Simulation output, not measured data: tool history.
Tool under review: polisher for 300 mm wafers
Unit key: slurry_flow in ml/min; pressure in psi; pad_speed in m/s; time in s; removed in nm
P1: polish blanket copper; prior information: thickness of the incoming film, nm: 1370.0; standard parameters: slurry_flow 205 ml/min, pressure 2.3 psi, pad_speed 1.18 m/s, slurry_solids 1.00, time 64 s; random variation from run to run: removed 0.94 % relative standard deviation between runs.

run,hour,slurry_flow,pressure,pad_speed,slurry_solids,time,wafers polished on this pad,hours since the slurry nozzle was cleaned,hours since the head pressure was calibrated,hours since the slurry blender was calibrated,removed
1,13.0,205,2.3,1.18,1.00,64,677,95.4,199.6,221.3,143.510
2,26.3,205,2.3,1.18,1.00,64,758,108.7,212.9,234.6,139.270
3,40.2,205,3.1,1.18,1.00,86,843,122.6,226.8,248.5,258.300
4,57.2,205,2.3,1.18,1.00,64,947,139.6,243.8,265.5,141.260
5,68.6,205,1.7,1.18,1.00,64,1017,151.0,255.2,276.9,105.860
6,84.7,205,2.3,1.18,1.45,64,1115,167.1,271.3,293.0,152.740
7,98.7,205,2.3,1.18,1.00,64,1200,181.1,285.3,307.0,143.950
8,116.0,305,2.3,1.18,1.00,64,1306,198.4,302.6,324.3,148.690
9,130.2,205,3.3,1.18,1.00,64,1393,212.6,316.8,338.5,206.110
10,138.4,205,2.3,1.18,1.00,37,1443,220.8,325.0,346.7,82.127
11,146.5,205,2.3,1.18,0.50,64,1492,228.9,333.1,354.8,124.270
# hour 155.1: slurry blender recalibrated
12,163.3,125,2.3,1.18,1.00,64,1595,245.7,349.9,8.3,130.710
13,173.9,145,1.1,1.18,1.00,64,1660,256.3,360.5,18.9,65.501
14,190.5,205,2.3,1.64,1.00,64,1761,272.9,377.1,35.5,199.860
15,207.5,205,2.3,1.18,1.00,64,1865,289.9,394.1,52.5,142.510
16,217.0,205,2.3,0.54,1.00,64,1923,299.4,403.6,62.0,64.804
17,227.8,205,2.3,1.18,1.00,95,1989,310.2,414.4,72.8,213.110
18,235.8,205,2.3,1.18,1.00,64,2038,318.2,422.4,80.8,142.770
19,247.6,205,2.3,1.18,1.00,64,2110,330.0,434.2,92.6,136.740

Run 20 is up next; what results do you expect?
20,264.7,205,2.3,1.18,1.00,64,2214,347.1,451.3,109.7,?

removed: 132.830 nm

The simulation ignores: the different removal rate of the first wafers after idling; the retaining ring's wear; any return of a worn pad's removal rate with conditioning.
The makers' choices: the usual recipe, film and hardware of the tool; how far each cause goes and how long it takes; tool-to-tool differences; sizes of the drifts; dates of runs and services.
